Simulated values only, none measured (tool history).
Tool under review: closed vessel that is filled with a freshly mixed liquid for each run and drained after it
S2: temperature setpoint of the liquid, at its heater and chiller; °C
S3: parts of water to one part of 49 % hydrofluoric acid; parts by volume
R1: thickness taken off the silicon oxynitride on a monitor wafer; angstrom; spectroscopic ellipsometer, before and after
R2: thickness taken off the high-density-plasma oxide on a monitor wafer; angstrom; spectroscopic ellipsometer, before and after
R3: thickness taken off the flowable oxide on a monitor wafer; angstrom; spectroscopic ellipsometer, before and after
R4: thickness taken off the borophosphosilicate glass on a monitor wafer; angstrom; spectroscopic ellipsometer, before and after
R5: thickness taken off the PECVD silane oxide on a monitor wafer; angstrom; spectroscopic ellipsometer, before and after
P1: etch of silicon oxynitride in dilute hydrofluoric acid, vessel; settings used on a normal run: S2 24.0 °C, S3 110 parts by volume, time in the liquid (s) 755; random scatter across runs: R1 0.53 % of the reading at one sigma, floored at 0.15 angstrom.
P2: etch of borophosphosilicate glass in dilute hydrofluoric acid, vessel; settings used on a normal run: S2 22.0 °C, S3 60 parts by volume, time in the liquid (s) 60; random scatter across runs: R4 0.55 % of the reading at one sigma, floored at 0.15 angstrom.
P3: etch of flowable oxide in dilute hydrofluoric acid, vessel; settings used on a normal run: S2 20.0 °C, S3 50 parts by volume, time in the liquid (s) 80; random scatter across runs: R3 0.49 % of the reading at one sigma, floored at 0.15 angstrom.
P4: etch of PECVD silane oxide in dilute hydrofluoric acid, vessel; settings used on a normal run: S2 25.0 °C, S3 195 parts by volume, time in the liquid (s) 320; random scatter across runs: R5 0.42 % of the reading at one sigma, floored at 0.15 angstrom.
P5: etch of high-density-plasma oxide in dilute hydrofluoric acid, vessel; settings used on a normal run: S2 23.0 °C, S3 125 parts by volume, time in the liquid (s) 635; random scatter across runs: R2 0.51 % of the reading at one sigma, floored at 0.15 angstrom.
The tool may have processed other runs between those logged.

run 1 hour=5.6 | process_that_ran=P1 S2=24.0 S3=110 time_in_the_liquid_(s)=755 | R1=290.73
run 2 hour=11.3 | process_that_ran=P5 S2=23.0 S3=125 time_in_the_liquid_(s)=635 | R2=540.76
run 3 hour=17.7 | process_that_ran=P1 S2=24.0 S3=110 time_in_the_liquid_(s)=1220 | R1=475.80
run 4 hour=22.0 | process_that_ran=P1 S2=30.0 S3=70 time_in_the_liquid_(s)=755 | R1=631.16
run 5 hour=29.3 | process_that_ran=P3 S2=20.0 S3=50 time_in_the_liquid_(s)=80 | R3=475.52
run 6 hour=36.8 | process_that_ran=P1 S2=24.0 S3=110 time_in_the_liquid_(s)=755 | R1=289.64
run 7 hour=40.8 | process_that_ran=P2 S2=22.0 S3=25 time_in_the_liquid_(s)=60 | R4=1286.70
run 8 hour=47.4 | process_that_ran=P1 S2=24.0 S3=110 time_in_the_liquid_(s)=755 | R1=287.94
run 9 hour=52.0 | process_that_ran=P4 S2=25.0 S3=355 time_in_the_liquid_(s)=320 | R5=207.360
run 10 hour=57.9 | process_that_ran=P5 S2=23.0 S3=125 time_in_the_liquid_(s)=1240 | R2=1048.70
run 11 hour=63.5 | process_that_ran=P3 S2=20.0 S3=50 time_in_the_liquid_(s)=160 | R3=947.00
run 12 hour=71.0 | process_that_ran=P1 S2=19.5 S3=110 time_in_the_liquid_(s)=755 | R1=234.62
run 13 hour=75.7 | process_that_ran=P4 S2=25.0 S3=195 time_in_the_liquid_(s)=45 | R5=63.128
run 14 hour=81.8 | process_that_ran=P2 S2=17.0 S3=60 time_in_the_liquid_(s)=60 | R4=415.73
run 15 hour=86.5 | process_that_ran=P3 S2=28.5 S3=50 time_in_the_liquid_(s)=80 | R3=674.56
run 16 hour=92.4 | process_that_ran=P4 S2=25.0 S3=195 time_in_the_liquid_(s)=320 | R5=450.260
run 17 hour=97.3 | process_that_ran=P1 S2=24.0 S3=65 time_in_the_liquid_(s)=755 | R1=515.37
run 18 hour=103.4 | process_that_ran=P1 S2=24.0 S3=110 time_in_the_liquid_(s)=300 | R1=116.71
run 19 hour=107.8 | process_that_ran=P4 S2=30.5 S3=195 time_in_the_liquid_(s)=320 | R5=541.560
run 20 hour=114.1 | process_that_ran=P1 S2=24.0 S3=110 time_in_the_liquid_(s)=755 | R1=288.51
run 21 hour=121.7 | process_that_ran=P2 S2=22.0 S3=60 time_in_the_liquid_(s)=110 | R4=939.74
run 22 hour=127.6 | process_that_ran=P1 S2=32.0 S3=110 time_in_the_liquid_(s)=755 | R1=419.00
run 23 hour=133.8 | process_that_ran=P5 S2=23.0 S3=45 time_in_the_liquid_(s)=635 | R2=1626.80
run 24 hour=140.5 | process_that_ran=P5 S2=18.0 S3=125 time_in_the_liquid_(s)=635 | R2=432.11
run 25 hour=145.0 | process_that_ran=P3 S2=20.0 S3=20 time_in_the_liquid_(s)=80 | R3=1237.40
run 26 hour=151.5 | process_that_ran=P3 S2=20.0 S3=50 time_in_the_liquid_(s)=80 | R3=476.38
run 27 hour=158.6 | process_that_ran=P1 S2=24.0 S3=110 time_in_the_liquid_(s)=755 | R1=293.02
run 28 hour=162.3 | process_that_ran=P5 S2=23.0 S3=125 time_in_the_liquid_(s)=635 | R2=534.31
run 29 hour=168.9 | process_that_ran=P2 S2=22.0 S3=60 time_in_the_liquid_(s)=60 | R4=510.40
run 30 hour=173.0 | process_that_ran=P1 S2=24.0 S3=200 time_in_the_liquid_(s)=755 | R1=150.99
run 31 hour=179.5 | process_that_ran=P1 S2=24.0 S3=110 time_in_the_liquid_(s)=755 | R1=294.04
run 32 hour=186.5 | process_that_ran=P1 S2=24.0 S3=110 time_in_the_liquid_(s)=755 | R1=307.08
run 33 hour=189.8 | process_that_ran=P1 S2=24.0 S3=110 time_in_the_liquid_(s)=755 | R1=307.66
run 34 hour=197.3 | process_that_ran=P1 S2=24.0 S3=110 time_in_the_liquid_(s)=755 | R1=314.20
run 35 hour=200.7 | process_that_ran=P1 S2=24.0 S3=110 time_in_the_liquid_(s)=755 | R1=317.26
run 36 hour=206.2 | process_that_ran=P1 S2=24.0 S3=110 time_in_the_liquid_(s)=755 | R1=319.25
run 37 hour=212.7 | process_that_ran=P1 S2=24.0 S3=110 time_in_the_liquid_(s)=755 | R1=317.97

P1 has crept away from where it was. The log is fitted equally well by each of these 2 causes, at the sizes shown:
A: hydrofluoric acid flow above the setpoint (%) = 8.27
B: liquid hotter than its thermometer reads (K) = 1.86
At approximately hour 179.5, the process output began to creep.

Each of the 4 check runs below uses one wafer; its results are left as question marks. Which run tells the causes apart?
run check 1 hour=219.2 | process_that_ran=P3 S2=26.0 S3=25 time_in_the_liquid_(s)=80 | R3=?
run check 2 hour=219.2 | process_that_ran=P2 S2=17.0 S3=40 time_in_the_liquid_(s)=60 | R4=?
run check 3 hour=219.2 | process_that_ran=P4 S2=25.0 S3=345 time_in_the_liquid_(s)=320 | R5=?
run check 4 hour=219.2 | process_that_ran=P5 S2=23.0 S3=55 time_in_the_liquid_(s)=1120 | R2=?

Predicted outcomes, by check and by cause:
check=check_1 result=R3 if_A=1372.60 if_B=1364.80
check=check_2 result=R4 if_A=690.07 if_B=688.57
check=check_3 result=R5 if_A=240.940 if_B=230.680
check=check_4 result=R2 if_A=2543.30 if_B=2521.60
Smallest distance between any two causes, each pair judged by its most separating result, in per cent: check 1 0.57 %; check 2 0.22 %; check 3 4.35 %; check 4 0.86 %
Only in check 3 would the causes give clearly different results; in the remaining checks their results would be nearly the same.

Then check 3 was run and gave: R5 240.530 angstrom. Which cause is it?

A is the cause: hydrofluoric acid flow above the setpoint (%).

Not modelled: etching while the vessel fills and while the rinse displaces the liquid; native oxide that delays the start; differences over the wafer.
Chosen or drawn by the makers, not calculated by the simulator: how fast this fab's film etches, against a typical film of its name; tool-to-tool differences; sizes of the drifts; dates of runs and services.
